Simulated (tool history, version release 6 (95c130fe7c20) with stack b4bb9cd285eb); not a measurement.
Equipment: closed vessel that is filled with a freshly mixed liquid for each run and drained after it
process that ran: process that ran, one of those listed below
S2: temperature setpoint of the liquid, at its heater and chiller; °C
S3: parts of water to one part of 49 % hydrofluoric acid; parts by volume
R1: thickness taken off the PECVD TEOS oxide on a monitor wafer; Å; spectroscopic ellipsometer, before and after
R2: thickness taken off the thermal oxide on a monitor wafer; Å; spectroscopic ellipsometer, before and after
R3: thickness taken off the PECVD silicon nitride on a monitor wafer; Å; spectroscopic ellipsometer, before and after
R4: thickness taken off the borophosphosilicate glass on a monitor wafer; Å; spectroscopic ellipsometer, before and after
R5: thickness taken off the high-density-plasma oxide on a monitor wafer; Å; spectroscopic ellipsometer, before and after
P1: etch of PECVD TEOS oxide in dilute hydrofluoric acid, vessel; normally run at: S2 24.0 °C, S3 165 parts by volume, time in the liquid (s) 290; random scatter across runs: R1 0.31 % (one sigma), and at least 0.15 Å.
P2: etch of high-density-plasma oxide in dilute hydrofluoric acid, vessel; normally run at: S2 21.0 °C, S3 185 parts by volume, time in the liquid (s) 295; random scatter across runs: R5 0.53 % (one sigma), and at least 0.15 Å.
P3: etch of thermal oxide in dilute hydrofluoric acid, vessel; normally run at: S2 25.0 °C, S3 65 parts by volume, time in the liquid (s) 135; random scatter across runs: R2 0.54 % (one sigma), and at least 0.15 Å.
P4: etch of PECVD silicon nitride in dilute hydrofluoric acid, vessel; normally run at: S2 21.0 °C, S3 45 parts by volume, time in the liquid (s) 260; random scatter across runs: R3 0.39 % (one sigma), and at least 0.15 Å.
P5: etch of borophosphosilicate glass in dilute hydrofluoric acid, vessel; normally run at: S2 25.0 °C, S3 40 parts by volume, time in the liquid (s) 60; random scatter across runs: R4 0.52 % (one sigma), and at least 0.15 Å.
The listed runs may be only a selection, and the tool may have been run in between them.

{"run": 1, "hour": 9.5, "process that ran": "P1", "S2": 24.0, "S3": 165, "time in the liquid (s)": 290, "R1": 377.83}
{"run": 2, "hour": 23.0, "process that ran": "P1", "S2": 24.0, "S3": 165, "time in the liquid (s)": 290, "R1": 378.73}
{"run": 3, "hour": 31.9, "process that ran": "P1", "S2": 24.0, "S3": 165, "time in the liquid (s)": 465, "R1": 606.51}
{"run": 4, "hour": 42.0, "process that ran": "P1", "S2": 24.0, "S3": 165, "time in the liquid (s)": 290, "R1": 378.63}
{"run": 5, "hour": 58.9, "process that ran": "P3", "S2": 25.0, "S3": 20, "time in the liquid (s)": 135, "R2": 356.68}
{"run": 6, "hour": 66.9, "process that ran": "P4", "S2": 17.0, "S3": 45, "time in the liquid (s)": 260, "R3": 60.29}
{"run": 7, "hour": 76.2, "process that ran": "P5", "S2": 25.0, "S3": 70, "time in the liquid (s)": 60, "R4": 238.4}
{"run": 8, "hour": 91.3, "process that ran": "P1", "S2": 24.0, "S3": 265, "time in the liquid (s)": 290, "R1": 212.05}
{"run": 9, "hour": 108.8, "process that ran": "P5", "S2": 25.0, "S3": 40, "time in the liquid (s)": 30, "R4": 217.58}
{"run": 10, "hour": 122.3, "process that ran": "P5", "S2": 25.0, "S3": 40, "time in the liquid (s)": 60, "R4": 435.64}
{"run": 11, "hour": 135.3, "process that ran": "P4", "S2": 21.0, "S3": 65, "time in the liquid (s)": 260, "R3": 55.891}
{"run": 12, "hour": 146.0, "process that ran": "P2", "S2": 21.0, "S3": 185, "time in the liquid (s)": 525, "R5": 141.2}
{"run": 13, "hour": 155.5, "process that ran": "P1", "S2": 24.0, "S3": 55, "time in the liquid (s)": 290, "R1": 1288.1}
{"run": 14, "hour": 173.1, "process that ran": "P3", "S2": 32.5, "S3": 65, "time in the liquid (s)": 135, "R2": 137.71}
{"run": 15, "hour": 187.5, "process that ran": "P1", "S2": 31.0, "S3": 165, "time in the liquid (s)": 290, "R1": 487.51}
{"run": 16, "hour": 202.1, "process that ran": "P5", "S2": 29.0, "S3": 40, "time in the liquid (s)": 60, "R4": 513.33}
{"run": 17, "hour": 215.0, "process that ran": "P1", "S2": 24.0, "S3": 165, "time in the liquid (s)": 105, "R1": 136.45}
{"run": 18, "hour": 232.8, "process that ran": "P3", "S2": 25.0, "S3": 65, "time in the liquid (s)": 30, "R2": 22.705}
{"run": 19, "hour": 244.4, "process that ran": "P1", "S2": 24.0, "S3": 165, "time in the liquid (s)": 290, "R1": 377.85}
{"run": 20, "hour": 259.1, "process that ran": "P2", "S2": 21.0, "S3": 185, "time in the liquid (s)": 295, "R5": 79.789}
{"run": 21, "hour": 269.7, "process that ran": "P2", "S2": 29.0, "S3": 185, "time in the liquid (s)": 295, "R5": 106.86}
{"run": 22, "hour": 285.9, "process that ran": "P1", "S2": 17.0, "S3": 165, "time in the liquid (s)": 290, "R1": 289.47}
{"run": 23, "hour": 303.7, "process that ran": "P2", "S2": 21.0, "S3": 295, "time in the liquid (s)": 295, "R5": 45.582}
{"run": 24, "hour": 311.7, "process that ran": "P4", "S2": 21.0, "S3": 45, "time in the liquid (s)": 260, "R3": 79.808}
{"run": 25, "hour": 329.2, "process that ran": "P1", "S2": 29.0, "S3": 165, "time in the liquid (s)": 465, "R1": 728.02}
{"run": 26, "hour": 344.7, "process that ran": "P3", "S2": 25.0, "S3": 65, "time in the liquid (s)": 135, "R2": 103.9}
{"run": 27, "hour": 357.6, "process that ran": "P1", "S2": 24.0, "S3": 165, "time in the liquid (s)": 290, "R1": 379.62}
{"run": 28, "hour": 369.4, "process that ran": "P1", "S2": 17.0, "S3": 50, "time in the liquid (s)": 290, "R1": 1065.5}
{"run": 29, "hour": 383.6, "process that ran": "P4", "S2": 21.0, "S3": 45, "time in the liquid (s)": 435, "R3": 134.53}
{"run": 30, "hour": 396.7, "process that ran": "P1", "S2": 24.0, "S3": 165, "time in the liquid (s)": 290, "R1": 376.26}
{"run": 31, "hour": 410.4, "process that ran": "P1", "S2": 24.0, "S3": 165, "time in the liquid (s)": 290, "R1": 391.27}
{"run": 32, "hour": 423.0, "process that ran": "P1", "S2": 24.0, "S3": 165, "time in the liquid (s)": 290, "R1": 396.34}
{"run": 33, "hour": 438.0, "process that ran": "P1", "S2": 24.0, "S3": 165, "time in the liquid (s)": 290, "R1": 400.16}
{"run": 34, "hour": 456.1, "process that ran": "P1", "S2": 24.0, "S3": 165, "time in the liquid (s)": 290, "R1": 403.81}
{"run": 35, "hour": 472.9, "process that ran": "P1", "S2": 24.0, "S3": 165, "time in the liquid (s)": 290, "R1": 402.41}
{"run": 36, "hour": 481.6, "process that ran": "P1", "S2": 24.0, "S3": 165, "time in the liquid (s)": 290, "R1": 402.92}

P1 has crept away from where it was. The log is fitted equally well by each of these 2 causes, at the sizes shown:
A: hydrofluoric acid flow above the setpoint (%) = 5.71
B: liquid hotter than its thermometer reads (K) = 1.76
The process output started creeping at around hour 396.7.

Question marks stand in for the results of the 4 check runs listed below, each run on one wafer. Under which run would the listed causes show clearly different results?
{"run": "check 1", "hour": 490.3, "process that ran": "P2", "S2": 21.0, "S3": 250, "time in the liquid (s)": 470, "R5": "?"}
{"run": "check 2", "hour": 490.3, "process that ran": "P3", "S2": 32.5, "S3": 25, "time in the liquid (s)": 135, "R2": "?"}
{"run": "check 3", "hour": 490.3, "process that ran": "P5", "S2": 25.0, "S3": 60, "time in the liquid (s)": 35, "R4": "?"}
{"run": "check 4", "hour": 490.3, "process that ran": "P4", "S2": 17.0, "S3": 60, "time in the liquid (s)": 260, "R3": "?"}

What each check would give under each cause:
check=check_1 result=R5 if_A=94.215 if_B=93.850
check=check_2 result=R2 if_A=406.930 if_B=411.550
check=check_3 result=R4 if_A=175.17 if_B=177.09
check=check_4 result=R3 if_A=48.362 if_B=51.865
Gap, in per cent, between the two causes that each check separates least, read from the result that separates them most: check 1 0.39 %; check 2 1.13 %; check 3 1.09 %; check 4 6.99 %
The other checks would show nearly matching results whichever cause is true, so check 4 is the only one that separates the causes.

Here is what check 4 returned: R3 51.876 Å. Which cause is it?

B is the cause: liquid hotter than its thermometer reads (K).
